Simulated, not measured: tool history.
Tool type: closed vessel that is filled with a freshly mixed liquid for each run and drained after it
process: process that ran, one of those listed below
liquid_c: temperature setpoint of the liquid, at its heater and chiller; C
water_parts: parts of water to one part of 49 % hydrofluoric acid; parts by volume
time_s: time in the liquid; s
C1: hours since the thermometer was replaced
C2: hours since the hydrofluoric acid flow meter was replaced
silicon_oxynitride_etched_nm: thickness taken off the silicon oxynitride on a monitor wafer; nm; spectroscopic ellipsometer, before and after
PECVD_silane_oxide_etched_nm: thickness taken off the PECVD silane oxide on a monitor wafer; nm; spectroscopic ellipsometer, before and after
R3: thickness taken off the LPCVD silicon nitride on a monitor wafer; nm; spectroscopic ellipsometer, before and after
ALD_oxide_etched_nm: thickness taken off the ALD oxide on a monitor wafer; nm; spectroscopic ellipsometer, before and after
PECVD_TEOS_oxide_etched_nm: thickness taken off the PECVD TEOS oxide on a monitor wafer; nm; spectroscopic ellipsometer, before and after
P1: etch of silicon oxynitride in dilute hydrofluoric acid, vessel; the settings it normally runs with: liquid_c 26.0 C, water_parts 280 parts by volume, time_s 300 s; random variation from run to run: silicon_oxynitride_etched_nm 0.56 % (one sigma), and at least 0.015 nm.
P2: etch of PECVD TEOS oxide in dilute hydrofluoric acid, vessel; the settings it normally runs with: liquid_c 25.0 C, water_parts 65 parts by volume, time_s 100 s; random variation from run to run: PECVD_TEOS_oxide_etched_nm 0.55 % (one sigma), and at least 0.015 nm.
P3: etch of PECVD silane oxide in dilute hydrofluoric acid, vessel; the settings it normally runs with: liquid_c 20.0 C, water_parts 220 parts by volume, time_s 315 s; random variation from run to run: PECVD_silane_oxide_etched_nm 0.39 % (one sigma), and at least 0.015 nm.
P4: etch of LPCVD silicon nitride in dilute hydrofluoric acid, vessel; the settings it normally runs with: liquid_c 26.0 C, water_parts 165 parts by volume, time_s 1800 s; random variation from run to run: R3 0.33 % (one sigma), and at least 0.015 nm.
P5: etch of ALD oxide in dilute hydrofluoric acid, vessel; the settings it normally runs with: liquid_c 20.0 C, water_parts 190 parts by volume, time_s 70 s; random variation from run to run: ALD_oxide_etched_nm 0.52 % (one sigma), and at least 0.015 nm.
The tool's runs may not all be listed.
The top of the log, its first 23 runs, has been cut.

run 24 hour=317.8 | process=P1 liquid_c=19.5 water_parts=280 time_s=300 | C1=1644.9 C2=216.1 | silicon_oxynitride_etched_nm=3.6272
run 25 hour=328.9 | process=P2 liquid_c=19.0 water_parts=65 time_s=100 | C1=1656.0 C2=227.2 | PECVD_TEOS_oxide_etched_nm=27.830
run 26 hour=337.6 | process=P1 liquid_c=26.0 water_parts=280 time_s=300 | C1=1664.7 C2=235.9 | silicon_oxynitride_etched_nm=4.8942
-- hour=343.0 thermometer replaced
run 27 hour=352.8 | process=P1 liquid_c=26.0 water_parts=500 time_s=300 | C1=9.8 C2=251.1 | silicon_oxynitride_etched_nm=2.3489
run 28 hour=366.4 | process=P2 liquid_c=25.0 water_parts=65 time_s=100 | C1=23.4 C2=264.7 | PECVD_TEOS_oxide_etched_nm=35.350
run 29 hour=380.2 | process=P4 liquid_c=26.0 water_parts=165 time_s=3150 | C1=37.2 C2=278.5 | R3=13.2980
run 30 hour=389.0 | process=P2 liquid_c=25.0 water_parts=65 time_s=190 | C1=46.0 C2=287.3 | PECVD_TEOS_oxide_etched_nm=67.137
run 31 hour=405.2 | process=P5 liquid_c=17.0 water_parts=190 time_s=70 | C1=62.2 C2=303.5 | ALD_oxide_etched_nm=6.3116
run 32 hour=421.5 | process=P1 liquid_c=26.0 water_parts=280 time_s=300 | C1=78.5 C2=319.8 | silicon_oxynitride_etched_nm=4.8499
run 33 hour=429.9 | process=P1 liquid_c=26.0 water_parts=280 time_s=300 | C1=86.9 C2=328.2 | silicon_oxynitride_etched_nm=5.0447
run 34 hour=438.0 | process=P1 liquid_c=26.0 water_parts=280 time_s=300 | C1=95.0 C2=336.3 | silicon_oxynitride_etched_nm=5.1218

For run 35, what comes out?
run 35 hour=450.8 | process=P1 liquid_c=26.0 water_parts=280 time_s=300 | C1=107.8 C2=349.1 | silicon_oxynitride_etched_nm=?

silicon_oxynitride_etched_nm: 5.2151 nm
